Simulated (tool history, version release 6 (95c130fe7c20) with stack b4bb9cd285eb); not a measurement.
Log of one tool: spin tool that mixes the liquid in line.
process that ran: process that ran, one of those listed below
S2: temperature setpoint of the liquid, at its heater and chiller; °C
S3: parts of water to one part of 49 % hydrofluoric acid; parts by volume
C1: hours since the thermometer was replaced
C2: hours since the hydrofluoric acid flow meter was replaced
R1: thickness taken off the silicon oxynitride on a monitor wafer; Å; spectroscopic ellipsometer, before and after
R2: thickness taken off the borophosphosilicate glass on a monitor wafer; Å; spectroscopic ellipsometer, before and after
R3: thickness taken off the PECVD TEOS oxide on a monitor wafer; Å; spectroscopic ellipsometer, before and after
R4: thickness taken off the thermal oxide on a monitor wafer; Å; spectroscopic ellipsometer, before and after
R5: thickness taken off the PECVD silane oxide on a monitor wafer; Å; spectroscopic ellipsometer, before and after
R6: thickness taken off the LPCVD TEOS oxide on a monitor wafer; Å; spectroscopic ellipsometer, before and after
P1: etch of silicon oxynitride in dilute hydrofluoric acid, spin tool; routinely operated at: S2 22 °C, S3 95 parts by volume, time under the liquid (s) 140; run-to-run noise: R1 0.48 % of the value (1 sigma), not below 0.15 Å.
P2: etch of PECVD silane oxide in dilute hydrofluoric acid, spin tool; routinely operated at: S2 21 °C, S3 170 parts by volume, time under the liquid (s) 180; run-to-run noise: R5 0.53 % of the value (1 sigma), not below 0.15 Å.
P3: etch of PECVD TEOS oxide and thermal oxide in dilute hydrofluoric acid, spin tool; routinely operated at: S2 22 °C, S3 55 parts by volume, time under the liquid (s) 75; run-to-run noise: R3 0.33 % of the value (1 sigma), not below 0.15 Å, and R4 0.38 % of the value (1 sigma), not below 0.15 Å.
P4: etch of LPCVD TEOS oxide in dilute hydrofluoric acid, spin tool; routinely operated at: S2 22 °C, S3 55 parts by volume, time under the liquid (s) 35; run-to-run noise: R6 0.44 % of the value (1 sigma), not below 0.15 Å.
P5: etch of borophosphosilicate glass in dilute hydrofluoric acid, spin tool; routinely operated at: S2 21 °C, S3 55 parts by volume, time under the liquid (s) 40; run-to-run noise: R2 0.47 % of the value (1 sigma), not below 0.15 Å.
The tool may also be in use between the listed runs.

{"run": 1, "day": 0.262, "process that ran": "P1", "S2": 22, "S3": 95, "time under the liquid (s)": 140, "C1": 2093.3, "C2": 1028.9, "R1": 62.268}
{"run": 2, "day": 0.812, "process that ran": "P5", "S2": 21, "S3": 20, "time under the liquid (s)": 40, "C1": 2106.5, "C2": 1042.1, "R2": 663.28}
{"run": 3, "day": 1.254, "process that ran": "P5", "S2": 17, "S3": 55, "time under the liquid (s)": 40, "C1": 2117.1, "C2": 1052.7, "R2": 193.07}
{"run": 4, "day": 1.746, "process that ran": "P5", "S2": 21, "S3": 55, "time under the liquid (s)": 15, "C1": 2128.9, "C2": 1064.5, "R2": 85.369}
{"run": 5, "day": 2.162, "process that ran": "P5", "S2": 21, "S3": 55, "time under the liquid (s)": 40, "C1": 2138.9, "C2": 1074.5, "R2": 228.82}
{"run": 6, "day": 2.642, "process that ran": "P3", "S2": 17, "S3": 55, "time under the liquid (s)": 75, "C1": 2150.4, "C2": 1086, "R3": 89.635, "R4": 50.364}
{"run": 7, "day": 3.125, "process that ran": "P2", "S2": 21, "S3": 170, "time under the liquid (s)": 180, "C1": 2162, "C2": 1097.6, "R5": 223.18}
{"run": 8, "day": 3.508, "process that ran": "P1", "S2": 22, "S3": 45, "time under the liquid (s)": 140, "C1": 2171.2, "C2": 1106.8, "R1": 135.56}
{"run": 9, "day": 3.95, "process that ran": "P4", "S2": 17, "S3": 55, "time under the liquid (s)": 35, "C1": 2181.8, "C2": 1117.4, "R6": 276.72}
{"run": 10, "day": 4.454, "process that ran": "P1", "S2": 17, "S3": 95, "time under the liquid (s)": 140, "C1": 2193.9, "C2": 1129.5, "R1": 48.332}
{"run": 11, "day": 4.888, "process that ran": "P1", "S2": 22, "S3": 95, "time under the liquid (s)": 140, "C1": 2204.3, "C2": 1139.9, "R1": 61.93}
{"run": 12, "day": 5.279, "process that ran": "P3", "S2": 22, "S3": 55, "time under the liquid (s)": 75, "C1": 2213.7, "C2": 1149.3, "R3": 109.85, "R4": 62.247}
{"day": 5.738, "done": "thermometer replaced"}
{"run": 13, "day": 5.792, "process that ran": "P1", "S2": 22, "S3": 95, "time under the liquid (s)": 140, "C1": 1.4, "C2": 1161.6, "R1": 62.454}
{"run": 14, "day": 6.125, "process that ran": "P3", "S2": 22, "S3": 20, "time under the liquid (s)": 75, "C1": 9.4, "C2": 1169.6, "R3": 317.39, "R4": 177.33}
{"run": 15, "day": 6.462, "process that ran": "P1", "S2": 22, "S3": 160, "time under the liquid (s)": 50, "C1": 17.5, "C2": 1177.7, "R1": 12.928}
{"run": 16, "day": 6.833, "process that ran": "P4", "S2": 22, "S3": 20, "time under the liquid (s)": 35, "C1": 26.4, "C2": 1186.6, "R6": 974.64}
{"run": 17, "day": 7.267, "process that ran": "P2", "S2": 21, "S3": 170, "time under the liquid (s)": 180, "C1": 36.8, "C2": 1197, "R5": 223.07}
{"run": 18, "day": 7.562, "process that ran": "P3", "S2": 22, "S3": 55, "time under the liquid (s)": 75, "C1": 43.9, "C2": 1204.1, "R3": 110.82, "R4": 62.422}
{"run": 19, "day": 7.812, "process that ran": "P1", "S2": 17, "S3": 55, "time under the liquid (s)": 140, "C1": 49.9, "C2": 1210.1, "R1": 86.316}
{"run": 20, "day": 8.162, "process that ran": "P1", "S2": 22, "S3": 95, "time under the liquid (s)": 140, "C1": 58.3, "C2": 1218.5, "R1": 61.98}
{"run": 21, "day": 8.642, "process that ran": "P2", "S2": 26.5, "S3": 170, "time under the liquid (s)": 180, "C1": 69.8, "C2": 1230, "R5": 274.96}
{"run": 22, "day": 9.058, "process that ran": "P1", "S2": 22, "S3": 95, "time under the liquid (s)": 140, "C1": 79.8, "C2": 1240, "R1": 62.73}
{"run": 23, "day": 9.442, "process that ran": "P3", "S2": 22, "S3": 55, "time under the liquid (s)": 135, "C1": 89, "C2": 1249.2, "R3": 200.26, "R4": 112.55}
{"run": 24, "day": 9.892, "process that ran": "P1", "S2": 22, "S3": 95, "time under the liquid (s)": 20, "C1": 99.8, "C2": 1260, "R1": 9.1142}
{"run": 25, "day": 10.438, "process that ran": "P1", "S2": 22, "S3": 95, "time under the liquid (s)": 140, "C1": 112.9, "C2": 1273.1, "R1": 62.244}
{"run": 26, "day": 10.858, "process that ran": "P4", "S2": 22, "S3": 55, "time under the liquid (s)": 35, "C1": 123, "C2": 1283.2, "R6": 341.86}
{"run": 27, "day": 11.242, "process that ran": "P2", "S2": 21, "S3": 170, "time under the liquid (s)": 350, "C1": 132.2, "C2": 1292.4, "R5": 433.33}
{"run": 28, "day": 11.662, "process that ran": "P1", "S2": 22, "S3": 95, "time under the liquid (s)": 220, "C1": 142.3, "C2": 1302.5, "R1": 98.847}
{"run": 29, "day": 12.029, "process that ran": "P1", "S2": 29.5, "S3": 95, "time under the liquid (s)": 140, "C1": 151.1, "C2": 1311.3, "R1": 88.484}
{"run": 30, "day": 12.496, "process that ran": "P1", "S2": 22, "S3": 155, "time under the liquid (s)": 140, "C1": 162.3, "C2": 1322.5, "R1": 36.453}
{"run": 31, "day": 12.929, "process that ran": "P4", "S2": 22, "S3": 55, "time under the liquid (s)": 15, "C1": 172.7, "C2": 1332.9, "R6": 144.95}
{"run": 32, "day": 13.196, "process that ran": "P2", "S2": 21, "S3": 310, "time under the liquid (s)": 180, "C1": 179.1, "C2": 1339.3, "R5": 107.16}
{"run": 33, "day": 13.629, "process that ran": "P1", "S2": 22, "S3": 95, "time under the liquid (s)": 140, "C1": 189.5, "C2": 1349.7, "R1": 62.478}
{"run": 34, "day": 14.042, "process that ran": "P1", "S2": 22, "S3": 95, "time under the liquid (s)": 140, "C1": 199.4, "C2": 1359.6, "R1": 65.963}
{"run": 35, "day": 14.588, "process that ran": "P1", "S2": 22, "S3": 95, "time under the liquid (s)": 140, "C1": 212.5, "C2": 1372.7, "R1": 67.287}
{"run": 36, "day": 14.921, "process that ran": "P1", "S2": 22, "S3": 95, "time under the liquid (s)": 140, "C1": 220.5, "C2": 1380.7, "R1": 69.353}
{"run": 37, "day": 15.288, "process that ran": "P1", "S2": 22, "S3": 95, "time under the liquid (s)": 140, "C1": 229.3, "C2": 1389.5, "R1": 69.083}
{"run": 38, "day": 15.692, "process that ran": "P1", "S2": 22, "S3": 95, "time under the liquid (s)": 140, "C1": 239, "C2": 1399.2, "R1": 69.237}
{"run": 39, "day": 15.975, "process that ran": "P1", "S2": 22, "S3": 95, "time under the liquid (s)": 140, "C1": 245.8, "C2": 1406, "R1": 70.045}
{"run": 40, "day": 16.367, "process that ran": "P1", "S2": 22, "S3": 95, "time under the liquid (s)": 140, "C1": 255.2, "C2": 1415.4, "R1": 70.389}

Compared with where it was, what P1 gives has crept away. Each cause listed below fits the log as well as the rest, at the size given for it:
A: hydrofluoric acid flow above the setpoint (%) = 11.3
B: liquid hotter than its thermometer reads (K) = 2.41
The gradual shift began around day 13.629.

Each of the check runs listed below is run on 2 wafers and reports their average, with the results left as question marks. Pick the one under which the possible causes would lead to clearly different results.
{"run": "check 1", "day": 16.758, "process that ran": "P5", "S2": 21, "S3": 20, "time under the liquid (s)": 15, "R2": "?"}
{"run": "check 2", "day": 16.758, "process that ran": "P3", "S2": 17, "S3": 20, "time under the liquid (s)": 75, "R3": "?", "R4": "?"}
{"run": "check 3", "day": 16.758, "process that ran": "P4", "S2": 17, "S3": 25, "time under the liquid (s)": 35, "R6": "?"}
{"run": "check 4", "day": 16.758, "process that ran": "P2", "S2": 21, "S3": 170, "time under the liquid (s)": 305, "R5": "?"}

Expected result of each check under each candidate cause:
check=check_1 result=R2 if_A=275.32 if_B=273.54
check=check_2 result=R3 if_A=284.99 if_B=284.08
check=check_2 result=R4 if_A=160.49 if_B=159.98
check=check_3 result=R6 if_A=697.08 if_B=694.11
check=check_4 result=R5 if_A=430 if_B=416.21
Minimum pairwise separation of causes per check, each pair taken at its best-separating result: check 1 0.65 %; check 2 0.32 %; check 3 0.43 %; check 4 3.26 %
Only check 4 tells the causes apart: in the others they would give nearly the same result.

Running check 4 produced the following: R5 416.96 Å. Which one of the listed causes fits?

Of the candidate causes, it is B: liquid hotter than its thermometer reads (K).
